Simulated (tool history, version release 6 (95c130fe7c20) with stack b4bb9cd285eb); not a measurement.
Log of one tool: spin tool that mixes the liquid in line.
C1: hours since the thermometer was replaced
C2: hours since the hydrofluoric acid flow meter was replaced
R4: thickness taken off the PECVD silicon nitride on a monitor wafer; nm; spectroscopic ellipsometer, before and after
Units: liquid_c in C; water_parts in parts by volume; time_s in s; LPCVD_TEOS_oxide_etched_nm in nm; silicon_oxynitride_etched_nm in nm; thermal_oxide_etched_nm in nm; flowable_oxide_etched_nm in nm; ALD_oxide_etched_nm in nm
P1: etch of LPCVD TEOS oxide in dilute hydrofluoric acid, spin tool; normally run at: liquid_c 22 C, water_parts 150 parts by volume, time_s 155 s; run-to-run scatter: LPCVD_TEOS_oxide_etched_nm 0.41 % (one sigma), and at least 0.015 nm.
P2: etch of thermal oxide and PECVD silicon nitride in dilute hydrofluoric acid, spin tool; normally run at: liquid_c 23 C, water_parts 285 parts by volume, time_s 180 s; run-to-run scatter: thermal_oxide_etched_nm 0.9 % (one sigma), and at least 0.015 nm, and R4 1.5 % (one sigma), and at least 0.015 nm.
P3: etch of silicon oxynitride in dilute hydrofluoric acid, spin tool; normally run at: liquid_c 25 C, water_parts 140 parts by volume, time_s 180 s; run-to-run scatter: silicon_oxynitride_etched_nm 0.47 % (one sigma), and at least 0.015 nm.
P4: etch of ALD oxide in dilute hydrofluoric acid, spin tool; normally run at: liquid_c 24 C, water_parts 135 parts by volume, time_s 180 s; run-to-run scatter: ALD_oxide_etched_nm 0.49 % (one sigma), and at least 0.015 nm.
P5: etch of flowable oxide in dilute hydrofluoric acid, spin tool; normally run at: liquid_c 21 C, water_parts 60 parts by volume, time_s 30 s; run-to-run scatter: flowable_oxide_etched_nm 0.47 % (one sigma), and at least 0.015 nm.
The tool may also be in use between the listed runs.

Run 1, hour 16.5: process P1, liquid_c 22 C, water_parts 150 parts by volume, time_s 155 s; C1 218.8; C2 706. Result: LPCVD_TEOS_oxide_etched_nm 36.815 nm.
Run 2, hour 33.6: process P1, liquid_c 22 C, water_parts 45 parts by volume, time_s 155 s; C1 235.9; C2 723.1. Result: LPCVD_TEOS_oxide_etched_nm 138.96 nm.
Run 3, hour 51.2: process P3, liquid_c 25 C, water_parts 140 parts by volume, time_s 180 s; C1 253.5; C2 740.7. Result: silicon_oxynitride_etched_nm 5.9554 nm.
Run 4, hour 69: process P1, liquid_c 25.5 C, water_parts 150 parts by volume, time_s 40 s; C1 271.3; C2 758.5. Result: LPCVD_TEOS_oxide_etched_nm 10.845 nm.
Run 5, hour 84.6: process P2, liquid_c 23 C, water_parts 285 parts by volume, time_s 180 s; C1 286.9; C2 774.1. Result: thermal_oxide_etched_nm 2.3029 nm, R4 1.6501 nm.
Run 6, hour 95: process P3, liquid_c 19.5 C, water_parts 140 parts by volume, time_s 180 s; C1 297.3; C2 784.5. Result: silicon_oxynitride_etched_nm 4.5838 nm.
Run 7, hour 105.3: process P2, liquid_c 30.5 C, water_parts 285 parts by volume, time_s 180 s; C1 307.6; C2 794.8. Result: thermal_oxide_etched_nm 2.976 nm, R4 2.4927 nm.
Run 8, hour 118.1: process P2, liquid_c 23 C, water_parts 90 parts by volume, time_s 180 s; C1 320.4; C2 807.6. Result: thermal_oxide_etched_nm 8.9435 nm, R4 5.1785 nm.
Run 9, hour 126.7: process P5, liquid_c 27 C, water_parts 60 parts by volume, time_s 30 s; C1 329; C2 816.2. Result: flowable_oxide_etched_nm 33.148 nm.
Run 10, hour 142.7: process P4, liquid_c 24 C, water_parts 135 parts by volume, time_s 180 s; C1 345; C2 832.2. Result: ALD_oxide_etched_nm 12.598 nm.
Run 11, hour 159.4: process P3, liquid_c 25 C, water_parts 255 parts by volume, time_s 180 s; C1 361.7; C2 848.9. Result: silicon_oxynitride_etched_nm 2.9853 nm.
Run 12, hour 172.5: process P2, liquid_c 23 C, water_parts 285 parts by volume, time_s 180 s; C1 374.8; C2 862. Result: thermal_oxide_etched_nm 2.3084 nm, R4 1.6701 nm.
Run 13, hour 186.8: process P1, liquid_c 22 C, water_parts 150 parts by volume, time_s 155 s; C1 389.1; C2 876.3. Result: LPCVD_TEOS_oxide_etched_nm 36.742 nm.
Run 14, hour 199.8: process P1, liquid_c 22 C, water_parts 150 parts by volume, time_s 40 s; C1 402.1; C2 889.3. Result: LPCVD_TEOS_oxide_etched_nm 9.416 nm.
Run 15, hour 213.8: process P1, liquid_c 28.5 C, water_parts 150 parts by volume, time_s 155 s; C1 416.1; C2 903.3. Result: LPCVD_TEOS_oxide_etched_nm 46.545 nm.
Run 16, hour 232: process P1, liquid_c 22 C, water_parts 150 parts by volume, time_s 155 s; C1 434.3; C2 921.5. Result: LPCVD_TEOS_oxide_etched_nm 36.596 nm.
Run 17, hour 240.7: process P1, liquid_c 22 C, water_parts 150 parts by volume, time_s 155 s; C1 443; C2 930.2. Result: LPCVD_TEOS_oxide_etched_nm 36.579 nm.
Run 18, hour 260.1: process P5, liquid_c 21 C, water_parts 60 parts by volume, time_s 30 s; C1 462.4; C2 949.6. Result: flowable_oxide_etched_nm 25.896 nm.
Run 19, hour 274.7: process P4, liquid_c 24 C, water_parts 135 parts by volume, time_s 65 s; C1 477; C2 964.2. Result: ALD_oxide_etched_nm 4.5437 nm.
Run 20, hour 291.1: process P4, liquid_c 24 C, water_parts 240 parts by volume, time_s 180 s; C1 493.4; C2 980.6. Result: ALD_oxide_etched_nm 6.3239 nm.
Run 21, hour 303.1: process P3, liquid_c 25 C, water_parts 140 parts by volume, time_s 60 s; C1 505.4; C2 992.6. Result: silicon_oxynitride_etched_nm 1.992 nm.
Run 22, hour 316.6: process P4, liquid_c 18 C, water_parts 135 parts by volume, time_s 180 s; C1 518.9; C2 1006.1. Result: ALD_oxide_etched_nm 9.9466 nm.
Run 23, hour 328.4: process P1, liquid_c 17 C, water_parts 150 parts by volume, time_s 155 s; C1 530.7; C2 1017.9. Result: LPCVD_TEOS_oxide_etched_nm 30.043 nm.
Run 24, hour 339.3: process P4, liquid_c 24 C, water_parts 135 parts by volume, time_s 180 s; C1 541.6; C2 1028.8. Result: ALD_oxide_etched_nm 12.678 nm.
Run 25, hour 358.1: process P1, liquid_c 22 C, water_parts 150 parts by volume, time_s 155 s; C1 560.4; C2 1047.6. Result: LPCVD_TEOS_oxide_etched_nm 36.845 nm.
Run 26, hour 372.7: process P1, liquid_c 22 C, water_parts 150 parts by volume, time_s 155 s; C1 575; C2 1062.2. Result: LPCVD_TEOS_oxide_etched_nm 36.952 nm.
Run 27, hour 387.3: process P5, liquid_c 21 C, water_parts 60 parts by volume, time_s 15 s; C1 589.6; C2 1076.8. Result: flowable_oxide_etched_nm 12.983 nm.
Run 28, hour 397.2: process P1, liquid_c 22 C, water_parts 235 parts by volume, time_s 155 s; C1 599.5; C2 1086.7. Result: LPCVD_TEOS_oxide_etched_nm 21.421 nm.
Run 29, hour 412: process P1, liquid_c 17 C, water_parts 85 parts by volume, time_s 155 s; C1 614.3; C2 1101.5. Result: LPCVD_TEOS_oxide_etched_nm 56.722 nm.
Run 30, hour 422.8: process P3, liquid_c 25 C, water_parts 140 parts by volume, time_s 180 s; C1 625.1; C2 1112.3. Result: silicon_oxynitride_etched_nm 5.9604 nm.
Run 31, hour 431.8: process P1, liquid_c 22 C, water_parts 150 parts by volume, time_s 245 s; C1 634.1; C2 1121.3. Result: LPCVD_TEOS_oxide_etched_nm 57.48 nm.
Run 32, hour 445: process P2, liquid_c 23 C, water_parts 285 parts by volume, time_s 360 s; C1 647.3; C2 1134.5. Result: thermal_oxide_etched_nm 4.6199 nm, R4 3.184 nm.
Run 33, hour 461.2: process P5, liquid_c 21 C, water_parts 105 parts by volume, time_s 30 s; C1 663.5; C2 1150.7. Result: flowable_oxide_etched_nm 14.125 nm.
Run 34, hour 470.5: process P1, liquid_c 22 C, water_parts 150 parts by volume, time_s 155 s; C1 672.8; C2 1160. Result: LPCVD_TEOS_oxide_etched_nm 36.678 nm.
Run 35, hour 483.6: process P1, liquid_c 22 C, water_parts 150 parts by volume, time_s 155 s; C1 685.9; C2 1173.1. Result: LPCVD_TEOS_oxide_etched_nm 38.253 nm.
Run 36, hour 498.5: process P1, liquid_c 22 C, water_parts 150 parts by volume, time_s 155 s; C1 700.8; C2 1188. Result: LPCVD_TEOS_oxide_etched_nm 38.898 nm.
Run 37, hour 517.7: process P1, liquid_c 22 C, water_parts 150 parts by volume, time_s 155 s; C1 720; C2 1207.2. Result: LPCVD_TEOS_oxide_etched_nm 39.931 nm.
Run 38, hour 528.5: process P1, liquid_c 22 C, water_parts 150 parts by volume, time_s 155 s; C1 730.8; C2 1218. Result: LPCVD_TEOS_oxide_etched_nm 39.62 nm.
Run 39, hour 539.4: process P1, liquid_c 22 C, water_parts 150 parts by volume, time_s 155 s; C1 741.7; C2 1228.9. Result: LPCVD_TEOS_oxide_etched_nm 39.781 nm.
Run 40, hour 556.3: process P1, liquid_c 22 C, water_parts 150 parts by volume, time_s 155 s; C1 758.6; C2 1245.8. Result: LPCVD_TEOS_oxide_etched_nm 39.813 nm.

What P1 gives has crept away from where it was. These 2 causes fit the log equally well, each at the size given:
A: hydrofluoric acid flow above the setpoint (%) = 7.84
B: liquid hotter than its thermometer reads (K) = 2.27
The creep began at about hour 470.5.

4 check runs are offered, each on 3 wafers whose results are averaged, their results left as question marks. Which one tells the causes apart?
Run check 1, hour 573.2: process P3, liquid_c 25 C, water_parts 250 parts by volume, time_s 180 s. Result: silicon_oxynitride_etched_nm ?.
Run check 2, hour 573.2: process P5, liquid_c 26 C, water_parts 90 parts by volume, time_s 30 s. Result: flowable_oxide_etched_nm ?.
Run check 3, hour 573.2: process P2, liquid_c 26 C, water_parts 145 parts by volume, time_s 180 s. Result: thermal_oxide_etched_nm ?, R4 ?.
Run check 4, hour 573.2: process P4, liquid_c 18 C, water_parts 225 parts by volume, time_s 180 s. Result: ALD_oxide_etched_nm ?.

What each check would give under each cause:
  check                        result    if A    if B
check 1  silicon_oxynitride_etched_nm  3.3339  3.3584
check 2      flowable_oxide_etched_nm  22.118  22.208
check 3       thermal_oxide_etched_nm  6.3923  6.3674
check 3                            R4  4.1333  4.4222
check 4           ALD_oxide_etched_nm  6.0247  6.0048
How far apart the two closest causes lie, in the result that separates them most: check 1 0.73 %; check 2 0.41 %; check 3 6.76 %; check 4 0.33 %
Check 3 tells the causes apart: in the others they would give nearly the same result.

Then check 3 was run and gave: thermal_oxide_etched_nm 6.3853 nm; R4 4.0542 nm. Which cause is it?

It is A: hydrofluoric acid flow above the setpoint (%).
